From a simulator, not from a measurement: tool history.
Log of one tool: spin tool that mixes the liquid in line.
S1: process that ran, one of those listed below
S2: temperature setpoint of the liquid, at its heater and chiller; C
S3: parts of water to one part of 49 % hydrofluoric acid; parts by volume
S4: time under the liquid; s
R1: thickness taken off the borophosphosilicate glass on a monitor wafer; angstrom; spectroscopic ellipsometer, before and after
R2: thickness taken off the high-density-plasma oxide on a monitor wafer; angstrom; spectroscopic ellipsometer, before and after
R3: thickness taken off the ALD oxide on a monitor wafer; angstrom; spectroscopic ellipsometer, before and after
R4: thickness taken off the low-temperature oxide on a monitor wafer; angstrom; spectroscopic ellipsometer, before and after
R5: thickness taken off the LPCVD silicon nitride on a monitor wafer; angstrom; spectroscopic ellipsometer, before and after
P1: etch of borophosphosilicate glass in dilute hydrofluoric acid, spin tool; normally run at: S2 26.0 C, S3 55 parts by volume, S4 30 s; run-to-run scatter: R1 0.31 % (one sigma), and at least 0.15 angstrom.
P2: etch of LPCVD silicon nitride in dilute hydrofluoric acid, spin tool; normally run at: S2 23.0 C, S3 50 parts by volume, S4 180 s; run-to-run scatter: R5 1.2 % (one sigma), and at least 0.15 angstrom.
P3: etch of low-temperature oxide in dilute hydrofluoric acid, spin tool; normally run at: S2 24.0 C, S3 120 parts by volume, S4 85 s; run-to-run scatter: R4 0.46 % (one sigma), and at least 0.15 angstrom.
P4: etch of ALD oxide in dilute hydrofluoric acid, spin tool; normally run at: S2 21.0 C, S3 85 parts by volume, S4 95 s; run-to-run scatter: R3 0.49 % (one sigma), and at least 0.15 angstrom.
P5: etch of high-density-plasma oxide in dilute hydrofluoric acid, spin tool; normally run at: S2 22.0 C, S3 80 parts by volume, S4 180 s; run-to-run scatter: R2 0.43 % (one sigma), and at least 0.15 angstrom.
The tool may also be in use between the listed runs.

run,hour,S1,S2,S3,S4,R1,R2,R3,R4,R5
1,2.9,P1,26.0,55,30,307.32,,,,
2,5.4,P5,22.0,80,295,,176.04,,,
3,8.4,P4,21.0,85,95,,,99.347,,
4,11.4,P5,22.0,80,180,,107.35,,,
5,15.1,P1,26.0,20,30,882.93,,,,
6,17.7,P1,26.0,85,45,285.75,,,,
7,21.4,P3,24.0,120,165,,,,283.21,
8,23.9,P3,18.5,120,85,,,,118.18,
9,26.9,P1,26.0,55,30,307.37,,,,
10,31.1,P1,26.0,55,30,307.27,,,,
11,34.2,P5,28.0,80,180,,135.19,,,
12,38.4,P4,21.0,135,95,,,58.504,,
13,41.3,P5,22.0,80,180,,106.46,,,
14,43.8,P2,23.0,20,180,,,,,43.110
15,45.8,P1,26.0,55,30,306.13,,,,
16,49.7,P2,29.5,50,180,,,,,27.301
17,53.1,P4,21.0,85,50,,,51.872,,
18,55.1,P4,17.0,85,95,,,83.956,,
19,57.4,P1,26.0,55,15,153.19,,,,
20,59.4,P3,24.0,120,85,,,,146.56,
21,61.7,P1,26.0,90,30,178.68,,,,
22,65.0,P2,23.0,50,180,,,,,17.528
23,68.9,P5,22.0,50,180,,175.66,,,

The next listed run, before its measurement:
24,71.3,P2,23.0,50,180,,,,,?

R5: 17.435 angstrom

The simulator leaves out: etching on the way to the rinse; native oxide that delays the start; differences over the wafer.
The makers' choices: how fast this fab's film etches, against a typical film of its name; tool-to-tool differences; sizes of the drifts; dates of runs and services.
